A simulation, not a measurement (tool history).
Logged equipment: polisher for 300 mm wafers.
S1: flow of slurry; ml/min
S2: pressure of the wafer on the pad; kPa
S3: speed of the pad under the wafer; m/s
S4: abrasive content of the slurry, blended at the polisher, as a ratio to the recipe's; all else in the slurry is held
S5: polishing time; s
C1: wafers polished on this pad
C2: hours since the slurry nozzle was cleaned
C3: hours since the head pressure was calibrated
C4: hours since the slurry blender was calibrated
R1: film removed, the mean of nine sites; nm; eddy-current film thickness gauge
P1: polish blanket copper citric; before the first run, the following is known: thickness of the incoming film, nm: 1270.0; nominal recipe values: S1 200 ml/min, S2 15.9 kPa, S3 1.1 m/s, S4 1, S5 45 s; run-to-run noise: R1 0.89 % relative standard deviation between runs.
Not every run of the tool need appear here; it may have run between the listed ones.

run,hour,S1,S2,S3,S4,S5,C1,C2,C3,C4,R1
1,8.8,200,15.9,1.1,1,45,533,101.3,562.5,274.2,94.846
2,15.5,200,15.9,1.1,1,45,593,108,569.2,280.9,96.03
3,23.9,200,15.9,1.1,0.75,45,667,116.4,577.6,289.3,89.03
4,32.3,200,15.9,1.1,1,24,742,124.8,586,297.7,50.504
5,36.9,200,24.8,1.1,1,45,783,129.4,590.6,302.3,145.46
6,45.4,200,15.9,1.1,1,45,858,137.9,599.1,310.8,94.729
7,50.5,200,15.9,1.7,1,45,903,143,604.2,315.9,144.17
8,56.1,200,15.9,1.1,1,45,953,148.6,609.8,321.5,96.567
9,61.8,200,15.9,1.1,0.65,25,1004,154.3,615.5,327.2,48.348
10,67.6,200,15.9,1.1,1,63,1055,160.1,621.3,333,134.98
11,73.2,200,15.9,0.54,1,45,1105,165.7,626.9,338.6,47.992
12,79,200,6.9,1.1,1,45,1156,171.5,632.7,344.4,42.921
13,86.4,305,15.9,1.1,1,45,1222,178.9,640.1,351.8,99.5
14,91.1,200,15.9,1.42,1.35,45,1264,183.6,644.8,356.5,131.02
15,99.7,200,15.9,1.1,1,45,1340,192.2,653.4,365.1,94.826
16,108.3,200,15.9,1.1,1.45,45,1417,200.8,662,373.7,102.13
# hour 111.8: head pressure recalibrated
17,112.6,200,15.9,1.42,1.35,45,1455,205.1,0.9,378,130.58
18,120.1,120,15.9,1.1,1,45,1522,212.6,8.4,385.5,85.88
19,124.1,200,15.9,1.1,1,45,1557,216.6,12.4,389.5,94.356
20,129.2,200,15.9,1.1,1,45,1602,221.7,17.5,394.6,95.706
21,135.3,200,15.9,1.1,1,45,1657,227.8,23.6,400.7,96.219
22,143.1,200,15.9,1.1,1,45,1726,235.6,31.4,408.5,91.203
23,148.1,200,15.9,1.1,1,45,1770,240.6,36.4,413.5,94.231
24,154.4,200,15.9,1.1,1,45,1826,246.9,42.7,419.8,92.957
25,160.8,200,15.9,1.1,1,45,1883,253.3,49.1,426.2,92.516

Run 26 is up next; what results do you expect?
# hour 161: slurry blender recalibrated
# hour 166.1: worn pad replaced by a new one
26,168.3,200,15.9,1.1,1,45,19,260.8,56.6,7.4,?

Run 26 yielded R1 90.089 nm.
